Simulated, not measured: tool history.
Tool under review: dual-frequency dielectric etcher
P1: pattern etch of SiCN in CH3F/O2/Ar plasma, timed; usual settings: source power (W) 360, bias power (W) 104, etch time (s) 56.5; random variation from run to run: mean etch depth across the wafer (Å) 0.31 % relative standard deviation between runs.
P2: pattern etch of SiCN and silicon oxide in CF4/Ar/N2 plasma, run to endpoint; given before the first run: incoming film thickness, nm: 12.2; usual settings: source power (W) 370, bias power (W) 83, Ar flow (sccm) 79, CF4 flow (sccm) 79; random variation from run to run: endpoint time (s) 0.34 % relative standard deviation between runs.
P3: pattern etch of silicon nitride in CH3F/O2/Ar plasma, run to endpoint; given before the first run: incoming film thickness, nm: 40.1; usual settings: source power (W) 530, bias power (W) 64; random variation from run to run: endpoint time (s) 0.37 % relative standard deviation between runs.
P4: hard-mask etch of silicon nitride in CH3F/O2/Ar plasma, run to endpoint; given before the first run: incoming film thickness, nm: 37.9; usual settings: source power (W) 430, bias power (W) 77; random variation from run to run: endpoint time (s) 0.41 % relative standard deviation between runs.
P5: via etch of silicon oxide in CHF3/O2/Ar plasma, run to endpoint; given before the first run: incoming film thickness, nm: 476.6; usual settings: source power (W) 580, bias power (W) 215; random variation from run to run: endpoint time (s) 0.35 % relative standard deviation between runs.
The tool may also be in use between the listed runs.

run	hour	process that ran	source power (W)	bias power (W)	etch time (s)	Ar flow (sccm)	CF4 flow (sccm)	mean etch depth across the wafer (Å)	endpoint time (s)
1	11.9	P1	360	104	56.5			233.68	
2	24.8	P1	360	104	56.5			234.71	
3	38.6	P5	580	215					215.12
4	49.4	P5	580	305					190.88
5	60.4	P2	370	83		79	79		15.631
6	69.7	P1	360	104	36.5			152.05	
7	80.5	P1	360	104	56.5			235.22	
8	93.6	P2	260	83		79	79		21.259
9	106.6	P2	370	83		54	79		14.913
# hour 113.4: bias power generator calibrated
10	114.4	P2	370	104		79	79		14.403
11	129.2	P2	370	83		79	79		15.613
12	144.8	P1	230	104	56.5			199.82	
13	157.4	P1	360	104	78.5			325.35	
14	171.7	P3	530	64					55.017
15	182.8	P4	430	96					47.484
16	194.9	P1	430	104	56.5			249.36	
17	209.1	P5	580	215					215.03
18	225.4	P3	710	64					49.155
19	236.5	P3	530	64					54.718
# hour 240.6: source power generator calibrated
20	250.2	P5	760	215					195.89
21	260.4	P2	370	83		79	49		16.659
22	274.1	P1	360	104	56.5			234.1	
23	287.3	P1	420	127	56.5			268.46	
24	302.6	P4	610	77					44.746
25	317	P1	360	104	56.5			233.02	
26	324.3	P1	360	123	56.5			249.27	
27	336	P4	430	77					50.863
28	347.6	P1	300	69	56.5			186.89	
29	360.9	P3	530	50					59.518
30	371.3	P1	360	61	56.5			193.88	
31	387.1	P1	360	104	56.5			235.2	
32	401.4	P1	360	104	56.5			236.93	
33	412.2	P1	360	104	56.5			236.06	
34	421.5	P1	360	104	56.5			237.16	
35	438.2	P1	360	104	56.5			237.74	

The next listed run, before its measurement:
# hour 440.4: wet clean of the chamber
36	446.5	P1	360	104	56.5			?	

{"run 36": {"mean etch depth across the wafer (Å)": 237.87}}
